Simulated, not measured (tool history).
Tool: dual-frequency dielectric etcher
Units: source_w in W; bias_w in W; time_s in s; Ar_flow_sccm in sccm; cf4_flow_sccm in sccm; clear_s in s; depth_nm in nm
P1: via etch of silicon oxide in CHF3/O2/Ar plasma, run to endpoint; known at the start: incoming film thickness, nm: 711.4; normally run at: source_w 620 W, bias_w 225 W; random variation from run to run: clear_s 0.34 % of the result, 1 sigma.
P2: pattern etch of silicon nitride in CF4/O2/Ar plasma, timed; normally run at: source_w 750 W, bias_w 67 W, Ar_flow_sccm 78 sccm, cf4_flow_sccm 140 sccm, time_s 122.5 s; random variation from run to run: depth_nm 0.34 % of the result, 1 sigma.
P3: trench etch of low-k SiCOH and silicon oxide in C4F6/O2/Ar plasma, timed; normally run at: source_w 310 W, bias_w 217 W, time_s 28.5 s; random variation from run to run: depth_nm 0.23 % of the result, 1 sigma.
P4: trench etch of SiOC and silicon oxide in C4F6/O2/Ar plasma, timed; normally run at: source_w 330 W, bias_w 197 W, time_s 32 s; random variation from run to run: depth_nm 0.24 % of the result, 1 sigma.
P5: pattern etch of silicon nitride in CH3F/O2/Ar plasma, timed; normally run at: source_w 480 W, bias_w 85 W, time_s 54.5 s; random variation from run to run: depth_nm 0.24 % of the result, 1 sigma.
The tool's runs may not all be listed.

run	hour	process	source_w	bias_w	time_s	Ar_flow_sccm	cf4_flow_sccm	hours since the last wet clean	hours since the last source power generator calibration	hours since the last bias power generator calibration	clear_s	depth_nm
1	12.5	P1	620	225				317.5	2232.2	757.5	331.3	
2	24.3	P4	330	120	32			329.3	2244	769.3		50.077
3	31.4	P3	180	217	28.5			336.4	2251.1	776.4		70.028
4	39.9	P1	620	225				344.9	2259.6	784.9	333.58	
5	52.1	P2	750	67	158	78	140	357.1	2271.8	797.1		500.32
6	62.8	P2	750	67	122.5	78	140	367.8	2282.5	807.8		390.7
# hour 69.6: source power generator calibrated
7	76.2	P5	340	85	54.5			381.2	6.6	821.2		38.183
8	87.2	P5	480	85	54.5			392.2	17.6	832.2		43.31
9	96.7	P5	480	85	30			401.7	27.1	841.7		23.9
10	107.6	P2	990	67	122.5	78	140	412.6	38	852.6		495.18
11	118.9	P5	480	104	54.5			423.9	49.3	863.9		46.536
12	125.5	P1	460	225				430.5	55.9	870.5	370.88	
13	133.2	P1	620	225				438.2	63.6	878.2	332.18	
14	140.9	P2	750	67	122.5	51	140	445.9	71.3	885.9		399.69
15	151	P4	460	197	32			456	81.4	896		66.69
16	159.9	P3	310	217	28.5			464.9	90.3	904.9		86.282
17	167.3	P1	390	152				472.3	97.7	912.3	452.77	
18	178.4	P1	620	225				483.4	108.8	923.4	333.76	
19	190.4	P1	770	179				495.4	120.8	935.4	330.8	
20	200.3	P1	620	184				505.3	130.7	945.3	356.47	
21	206.5	P4	330	197	32			511.5	136.9	951.5		58.449
22	213.8	P3	310	285	28.5			518.8	144.2	958.8		94.811
23	223.6	P4	330	197	19.5			528.6	154	968.6		35.593
24	234.2	P2	750	67	122.5	78	110	539.2	164.6	979.2		380.83
25	243.9	P1	800	225				548.9	174.3	988.9	301.11	
26	257.2	P2	750	54	122.5	78	140	562.2	187.6	1002.2		358.67
27	268.7	P1	620	285				573.7	199.1	1013.7	306.25	
28	277.8	P1	880	307				582.8	208.2	1022.8	262.23	

Forecast run 29:
29	287.8	P3	310	217	39.5			592.8	218.2	1032.8		?

Run 29 gave depth_nm 118.95 nm.

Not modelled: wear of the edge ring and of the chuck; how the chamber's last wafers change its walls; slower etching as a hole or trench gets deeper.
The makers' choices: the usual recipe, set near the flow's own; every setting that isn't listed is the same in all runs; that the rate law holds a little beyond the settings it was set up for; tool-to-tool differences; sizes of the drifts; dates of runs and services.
